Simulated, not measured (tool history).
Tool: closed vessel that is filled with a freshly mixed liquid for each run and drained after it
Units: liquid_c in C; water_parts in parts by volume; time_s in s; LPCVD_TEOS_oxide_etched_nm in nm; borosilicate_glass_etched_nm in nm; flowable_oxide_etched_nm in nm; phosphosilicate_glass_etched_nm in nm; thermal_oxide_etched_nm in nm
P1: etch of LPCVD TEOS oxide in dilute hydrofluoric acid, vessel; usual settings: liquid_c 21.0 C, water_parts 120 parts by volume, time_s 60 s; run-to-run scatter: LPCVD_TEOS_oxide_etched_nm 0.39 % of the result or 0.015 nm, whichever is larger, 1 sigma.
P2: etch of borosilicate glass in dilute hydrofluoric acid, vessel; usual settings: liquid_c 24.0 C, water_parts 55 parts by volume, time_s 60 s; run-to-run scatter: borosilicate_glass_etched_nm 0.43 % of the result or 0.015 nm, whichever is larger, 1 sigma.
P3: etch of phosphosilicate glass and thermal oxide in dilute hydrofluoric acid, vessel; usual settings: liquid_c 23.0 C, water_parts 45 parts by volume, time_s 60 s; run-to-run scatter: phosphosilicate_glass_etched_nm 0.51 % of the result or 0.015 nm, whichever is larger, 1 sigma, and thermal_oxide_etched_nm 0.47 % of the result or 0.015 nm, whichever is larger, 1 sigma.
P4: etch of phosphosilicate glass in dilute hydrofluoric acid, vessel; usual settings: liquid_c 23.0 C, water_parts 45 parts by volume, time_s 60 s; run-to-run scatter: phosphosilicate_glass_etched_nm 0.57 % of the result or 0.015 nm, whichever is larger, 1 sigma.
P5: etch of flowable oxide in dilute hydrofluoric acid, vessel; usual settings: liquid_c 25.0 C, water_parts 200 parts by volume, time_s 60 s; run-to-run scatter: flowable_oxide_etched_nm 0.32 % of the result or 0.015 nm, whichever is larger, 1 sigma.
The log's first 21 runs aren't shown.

run,day,process,liquid_c,water_parts,time_s,hours since the thermometer was replaced,hours since the hydrofluoric acid flow meter was replaced,LPCVD_TEOS_oxide_etched_nm,borosilicate_glass_etched_nm,flowable_oxide_etched_nm,phosphosilicate_glass_etched_nm,thermal_oxide_etched_nm
22,4.438,P5,25.0,325,60,634.1,684.6,,,7.8230,,
23,4.700,P1,21.0,120,30,640.4,690.9,4.6892,,,,
24,4.971,P1,21.0,120,60,646.9,697.4,9.2571,,,,
25,5.112,P1,21.0,120,60,650.3,700.8,9.3483,,,,
26,5.383,P5,25.0,200,60,656.8,707.3,,,14.4310,,
27,5.575,P2,24.0,55,115,661.4,711.9,,56.566,,,
28,5.762,P3,30.5,45,60,665.9,716.4,,,,132.680,9.0103
29,6.025,P3,23.0,65,60,672.2,722.7,,,,66.975,4.4366
30,6.300,P5,32.5,200,60,678.8,729.3,,,18.9590,,
31,6.550,P1,21.0,120,95,684.8,735.3,14.8010,,,,
32,6.817,P4,23.0,45,60,691.2,741.7,,,,85.319,
33,6.988,P1,21.0,120,60,695.3,745.8,9.3162,,,,
34,7.117,P1,21.0,120,60,698.4,748.9,9.1353,,,,
35,7.304,P1,21.0,120,60,702.9,753.4,8.9938,,,,
36,7.446,P1,21.0,120,60,706.3,756.8,8.8715,,,,
37,7.675,P1,21.0,120,60,711.8,762.3,8.7087,,,,
38,7.888,P1,21.0,120,60,716.9,767.4,8.6043,,,,
39,8.033,P1,21.0,120,60,720.4,770.9,8.6474,,,,
40,8.288,P1,21.0,120,60,726.5,777.0,8.6214,,,,
41,8.467,P1,21.0,120,60,730.8,781.3,8.5971,,,,

Forecast run 42:
42,8.629,P1,21.0,120,60,734.7,785.2,?,,,,

{"run 42": {"LPCVD_TEOS_oxide_etched_nm": 8.6201}}
